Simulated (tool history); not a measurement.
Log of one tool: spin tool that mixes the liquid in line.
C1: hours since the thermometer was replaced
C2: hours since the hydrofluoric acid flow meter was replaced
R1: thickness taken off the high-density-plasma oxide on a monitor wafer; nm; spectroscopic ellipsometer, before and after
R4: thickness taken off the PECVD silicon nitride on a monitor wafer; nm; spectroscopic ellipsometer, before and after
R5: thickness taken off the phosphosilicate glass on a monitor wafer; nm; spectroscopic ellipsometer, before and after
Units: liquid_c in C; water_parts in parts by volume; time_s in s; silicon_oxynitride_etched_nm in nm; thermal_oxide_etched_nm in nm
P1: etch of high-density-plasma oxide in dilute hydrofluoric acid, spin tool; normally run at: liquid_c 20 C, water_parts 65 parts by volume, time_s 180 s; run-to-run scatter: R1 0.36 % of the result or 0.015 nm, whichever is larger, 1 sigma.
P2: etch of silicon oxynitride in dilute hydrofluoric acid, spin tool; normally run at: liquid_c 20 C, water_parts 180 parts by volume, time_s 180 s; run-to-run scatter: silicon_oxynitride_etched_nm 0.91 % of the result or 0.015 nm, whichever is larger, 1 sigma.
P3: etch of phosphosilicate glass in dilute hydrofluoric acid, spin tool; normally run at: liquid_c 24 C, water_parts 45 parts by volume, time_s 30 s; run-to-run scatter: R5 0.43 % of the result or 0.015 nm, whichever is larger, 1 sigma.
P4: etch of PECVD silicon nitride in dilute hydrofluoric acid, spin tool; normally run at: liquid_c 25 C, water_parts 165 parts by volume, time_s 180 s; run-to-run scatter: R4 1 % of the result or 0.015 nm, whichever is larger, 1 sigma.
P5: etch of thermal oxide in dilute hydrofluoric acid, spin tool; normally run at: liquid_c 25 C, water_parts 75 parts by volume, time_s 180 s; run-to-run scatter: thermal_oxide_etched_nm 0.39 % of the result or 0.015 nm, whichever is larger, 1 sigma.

{"run": 1, "hour": 7.7, "process": "P1", "liquid_c": 20, "water_parts": 65, "time_s": 180, "C1": 233.9, "C2": 689.4, "R1": 12.976}
{"run": 2, "hour": 14.9, "process": "P1", "liquid_c": 20, "water_parts": 35, "time_s": 180, "C1": 241.1, "C2": 696.6, "R1": 24.911}
{"run": 3, "hour": 21.1, "process": "P2", "liquid_c": 25.5, "water_parts": 180, "time_s": 180, "C1": 247.3, "C2": 702.8, "silicon_oxynitride_etched_nm": 3.1221}
{"run": 4, "hour": 26.8, "process": "P1", "liquid_c": 20, "water_parts": 65, "time_s": 180, "C1": 253, "C2": 708.5, "R1": 12.936}
{"run": 5, "hour": 30.5, "process": "P5", "liquid_c": 25, "water_parts": 75, "time_s": 180, "C1": 256.7, "C2": 712.2, "thermal_oxide_etched_nm": 12.101}
{"run": 6, "hour": 37.1, "process": "P4", "liquid_c": 25, "water_parts": 165, "time_s": 300, "C1": 263.3, "C2": 718.8, "R4": 4.0821}
{"run": 7, "hour": 44.8, "process": "P3", "liquid_c": 24, "water_parts": 45, "time_s": 15, "C1": 271, "C2": 726.5, "R5": 61.419}
{"run": 8, "hour": 52.0, "process": "P1", "liquid_c": 17, "water_parts": 65, "time_s": 40, "C1": 278.2, "C2": 733.7, "R1": 2.5146}
{"run": 9, "hour": 56.2, "process": "P3", "liquid_c": 24, "water_parts": 75, "time_s": 30, "C1": 282.4, "C2": 737.9, "R5": 71.031}
{"run": 10, "hour": 61.9, "process": "P1", "liquid_c": 24, "water_parts": 65, "time_s": 180, "C1": 288.1, "C2": 743.6, "R1": 15.309}
{"run": 11, "hour": 70.4, "process": "P5", "liquid_c": 25, "water_parts": 75, "time_s": 15, "C1": 296.6, "C2": 752.1, "thermal_oxide_etched_nm": 1.0181}
{"run": 12, "hour": 74.9, "process": "P4", "liquid_c": 25, "water_parts": 165, "time_s": 180, "C1": 301.1, "C2": 756.6, "R4": 2.4448}
{"run": 13, "hour": 79.4, "process": "P1", "liquid_c": 20, "water_parts": 65, "time_s": 270, "C1": 305.6, "C2": 761.1, "R1": 19.385}
{"run": 14, "hour": 87.7, "process": "P1", "liquid_c": 24, "water_parts": 40, "time_s": 180, "C1": 313.9, "C2": 769.4, "R1": 25.757}
{"run": 15, "hour": 93.9, "process": "P1", "liquid_c": 20, "water_parts": 105, "time_s": 180, "C1": 320.1, "C2": 775.6, "R1": 7.7258}
{"run": 16, "hour": 100.9, "process": "P2", "liquid_c": 20, "water_parts": 310, "time_s": 180, "C1": 327.1, "C2": 782.6, "silicon_oxynitride_etched_nm": 1.2994}
{"run": 17, "hour": 109.0, "process": "P4", "liquid_c": 32.5, "water_parts": 165, "time_s": 180, "C1": 335.2, "C2": 790.7, "R4": 3.9237}
{"run": 18, "hour": 113.3, "process": "P1", "liquid_c": 20, "water_parts": 65, "time_s": 180, "C1": 339.5, "C2": 795, "R1": 12.916}
{"run": 19, "hour": 120.1, "process": "P2", "liquid_c": 20, "water_parts": 180, "time_s": 180, "C1": 346.3, "C2": 801.8, "silicon_oxynitride_etched_nm": 2.4644}
{"run": 20, "hour": 126.7, "process": "P5", "liquid_c": 25, "water_parts": 110, "time_s": 180, "C1": 352.9, "C2": 808.4, "thermal_oxide_etched_nm": 7.9872}

Run 21 comes next. What will it give?
{"run": 21, "hour": 134.2, "process": "P5", "liquid_c": 25, "water_parts": 75, "time_s": 180, "C1": 360.4, "C2": 815.9, "thermal_oxide_etched_nm": "?"}

thermal_oxide_etched_nm: 12.081 nm
